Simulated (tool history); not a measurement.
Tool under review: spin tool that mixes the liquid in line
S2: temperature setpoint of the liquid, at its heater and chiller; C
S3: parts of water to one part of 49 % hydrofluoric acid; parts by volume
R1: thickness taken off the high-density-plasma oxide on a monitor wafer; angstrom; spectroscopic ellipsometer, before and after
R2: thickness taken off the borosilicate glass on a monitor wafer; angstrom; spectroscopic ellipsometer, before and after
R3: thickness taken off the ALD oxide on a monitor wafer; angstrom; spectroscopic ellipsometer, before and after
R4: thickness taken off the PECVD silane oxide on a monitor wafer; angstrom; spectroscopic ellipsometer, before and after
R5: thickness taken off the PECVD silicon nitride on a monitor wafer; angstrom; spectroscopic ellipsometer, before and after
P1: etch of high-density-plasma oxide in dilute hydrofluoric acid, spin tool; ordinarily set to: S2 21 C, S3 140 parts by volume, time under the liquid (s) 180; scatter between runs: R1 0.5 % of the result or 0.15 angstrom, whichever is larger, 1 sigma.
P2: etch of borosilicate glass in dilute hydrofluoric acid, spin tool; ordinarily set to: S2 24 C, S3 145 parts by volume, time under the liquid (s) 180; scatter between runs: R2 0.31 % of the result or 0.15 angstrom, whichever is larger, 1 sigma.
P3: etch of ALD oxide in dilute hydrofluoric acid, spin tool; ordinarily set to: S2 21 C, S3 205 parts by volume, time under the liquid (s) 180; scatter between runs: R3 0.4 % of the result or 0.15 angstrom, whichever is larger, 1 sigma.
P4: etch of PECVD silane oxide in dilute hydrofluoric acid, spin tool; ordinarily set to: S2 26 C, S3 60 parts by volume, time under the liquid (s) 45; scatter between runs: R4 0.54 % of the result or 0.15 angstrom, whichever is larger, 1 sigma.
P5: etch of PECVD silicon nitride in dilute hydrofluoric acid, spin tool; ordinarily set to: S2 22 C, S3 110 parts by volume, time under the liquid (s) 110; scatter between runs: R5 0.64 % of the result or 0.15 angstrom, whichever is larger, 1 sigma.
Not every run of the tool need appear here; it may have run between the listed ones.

Run 1, day 0.617: process that ran P1, S2 21 C, S3 140 parts by volume, time under the liquid (s) 180. Result: R1 71.961 angstrom.
Run 2, day 1.108: process that ran P1, S2 21 C, S3 225 parts by volume, time under the liquid (s) 40. Result: R1 8.9673 angstrom.
Run 3, day 1.812: process that ran P2, S2 32 C, S3 145 parts by volume, time under the liquid (s) 180. Result: R2 447.27 angstrom.
Run 4, day 2.504: process that ran P3, S2 17 C, S3 205 parts by volume, time under the liquid (s) 180. Result: R3 99.279 angstrom.
Run 5, day 2.854: process that ran P2, S2 24 C, S3 145 parts by volume, time under the liquid (s) 180. Result: R2 336.21 angstrom.
Run 6, day 3.438: process that ran P4, S2 26 C, S3 20 parts by volume, time under the liquid (s) 45. Result: R4 461.24 angstrom.
Run 7, day 3.821: process that ran P5, S2 22 C, S3 180 parts by volume, time under the liquid (s) 110. Result: R5 30.444 angstrom.
Run 8, day 4.312: process that ran P3, S2 21 C, S3 205 parts by volume, time under the liquid (s) 180. Result: R3 115.58 angstrom.
Run 9, day 5.012: process that ran P1, S2 21 C, S3 140 parts by volume, time under the liquid (s) 295. Result: R1 117.95 angstrom.
Run 10, day 5.358: process that ran P4, S2 33 C, S3 60 parts by volume, time under the liquid (s) 45. Result: R4 191.42 angstrom.
Run 11, day 6.112: process that ran P1, S2 21 C, S3 80 parts by volume, time under the liquid (s) 180. Result: R1 135.44 angstrom.
Run 12, day 6.775: process that ran P4, S2 26 C, S3 60 parts by volume, time under the liquid (s) 15. Result: R4 48.012 angstrom.
Run 13, day 7.358: process that ran P3, S2 21 C, S3 205 parts by volume, time under the liquid (s) 365. Result: R3 234.02 angstrom.
Run 14, day 8.104: process that ran P4, S2 26 C, S3 60 parts by volume, time under the liquid (s) 45. Result: R4 144.27 angstrom.
Run 15, day 8.483: process that ran P2, S2 24 C, S3 145 parts by volume, time under the liquid (s) 180. Result: R2 333.26 angstrom.
Run 16, day 9.083: process that ran P1, S2 21 C, S3 140 parts by volume, time under the liquid (s) 180. Result: R1 71.798 angstrom.
Run 17, day 9.638: process that ran P1, S2 17 C, S3 205 parts by volume, time under the liquid (s) 180. Result: R1 39.261 angstrom.
Run 18, day 10.004: process that ran P1, S2 17 C, S3 140 parts by volume, time under the liquid (s) 180. Result: R1 61.795 angstrom.
Run 19, day 10.704: process that ran P1, S2 17 C, S3 75 parts by volume, time under the liquid (s) 180. Result: R1 122.92 angstrom.
Run 20, day 11.462: process that ran P5, S2 22 C, S3 110 parts by volume, time under the liquid (s) 50. Result: R5 22.177 angstrom.
Run 21, day 11.854: process that ran P1, S2 21 C, S3 140 parts by volume, time under the liquid (s) 180. Result: R1 72.116 angstrom.
Run 22, day 12.275: process that ran P1, S2 21 C, S3 140 parts by volume, time under the liquid (s) 180. Result: R1 72.797 angstrom.
Run 23, day 12.896: process that ran P5, S2 22 C, S3 110 parts by volume, time under the liquid (s) 110. Result: R5 48.864 angstrom.
Run 24, day 13.262: process that ran P2, S2 24 C, S3 30 parts by volume, time under the liquid (s) 180. Result: R2 1861.7 angstrom.
Run 25, day 13.933: process that ran P3, S2 21 C, S3 205 parts by volume, time under the liquid (s) 180. Result: R3 115.79 angstrom.
Run 26, day 14.417: process that ran P5, S2 18 C, S3 110 parts by volume, time under the liquid (s) 110. Result: R5 37.323 angstrom.
Run 27, day 14.829: process that ran P1, S2 21 C, S3 255 parts by volume, time under the liquid (s) 180. Result: R1 35.541 angstrom.
Run 28, day 15.196: process that ran P1, S2 21 C, S3 140 parts by volume, time under the liquid (s) 80. Result: R1 31.882 angstrom.
Run 29, day 15.896: process that ran P3, S2 21 C, S3 120 parts by volume, time under the liquid (s) 180. Result: R3 215.63 angstrom.
Run 30, day 16.408: process that ran P2, S2 24 C, S3 145 parts by volume, time under the liquid (s) 20. Result: R2 37.197 angstrom.
Run 31, day 16.912: process that ran P1, S2 25.5 C, S3 140 parts by volume, time under the liquid (s) 180. Result: R1 85.824 angstrom.
Run 32, day 17.308: process that ran P1, S2 21 C, S3 140 parts by volume, time under the liquid (s) 180. Result: R1 71.883 angstrom.
Run 33, day 17.762: process that ran P1, S2 21 C, S3 140 parts by volume, time under the liquid (s) 180. Result: R1 70.84 angstrom.
Run 34, day 18.462: process that ran P1, S2 21 C, S3 140 parts by volume, time under the liquid (s) 180. Result: R1 67.835 angstrom.
Run 35, day 18.929: process that ran P1, S2 21 C, S3 140 parts by volume, time under the liquid (s) 180. Result: R1 67.514 angstrom.
Run 36, day 19.304: process that ran P1, S2 21 C, S3 140 parts by volume, time under the liquid (s) 180. Result: R1 66.953 angstrom.
Run 37, day 19.958: process that ran P1, S2 21 C, S3 140 parts by volume, time under the liquid (s) 180. Result: R1 66.252 angstrom.
Run 38, day 20.621: process that ran P1, S2 21 C, S3 140 parts by volume, time under the liquid (s) 180. Result: R1 66.539 angstrom.
Run 39, day 21.15: process that ran P1, S2 21 C, S3 140 parts by volume, time under the liquid (s) 180. Result: R1 66.01 angstrom.
Run 40, day 21.704: process that ran P1, S2 21 C, S3 140 parts by volume, time under the liquid (s) 180. Result: R1 65.278 angstrom.
Run 41, day 22.458: process that ran P1, S2 21 C, S3 140 parts by volume, time under the liquid (s) 180. Result: R1 65.8 angstrom.
Run 42, day 22.838: process that ran P1, S2 21 C, S3 140 parts by volume, time under the liquid (s) 180. Result: R1 65.864 angstrom.

P1 has crept away from where it was. The log is fitted equally well by each of these 2 causes, at the sizes shown:
A: hydrofluoric acid flow below the setpoint (%) = 7.8
B: liquid colder than its thermometer reads (K) = 2.34
The onset of the drift is placed at about day 17.308.

Question marks stand in for the results of the 4 check runs listed below, each run on one wafer. Under which run would the listed causes show clearly different results?
Run check 1, day 23.217: process that ran P3, S2 21 C, S3 205 parts by volume, time under the liquid (s) 180. Result: R3 ?.
Run check 2, day 23.217: process that ran P5, S2 22 C, S3 110 parts by volume, time under the liquid (s) 110. Result: R5 ?.
Run check 3, day 23.217: process that ran P4, S2 26 C, S3 60 parts by volume, time under the liquid (s) 45. Result: R4 ?.
Run check 4, day 23.217: process that ran P2, S2 24 C, S3 145 parts by volume, time under the liquid (s) 180. Result: R2 ?.

How each check would come out, cause by cause:
  check  result    if A    if B
check 1      R3  104.76  105.61
check 2      R5   45.45  42.046
check 3      R4  132.77  131.89
check 4      R2     304  305.35
Distance between the nearest two causes, measured in the result of the check that separates them most: check 1 0.81 %; check 2 7.78 %; check 3 0.67 %; check 4 0.44 %
Check 2 distinguishes between the causes, while the remaining checks would return nearly the same result for all of them.

Check 2 was then run and gave: R5 45.387 angstrom. Which cause is it?

A is the cause: hydrofluoric acid flow below the setpoint (%).

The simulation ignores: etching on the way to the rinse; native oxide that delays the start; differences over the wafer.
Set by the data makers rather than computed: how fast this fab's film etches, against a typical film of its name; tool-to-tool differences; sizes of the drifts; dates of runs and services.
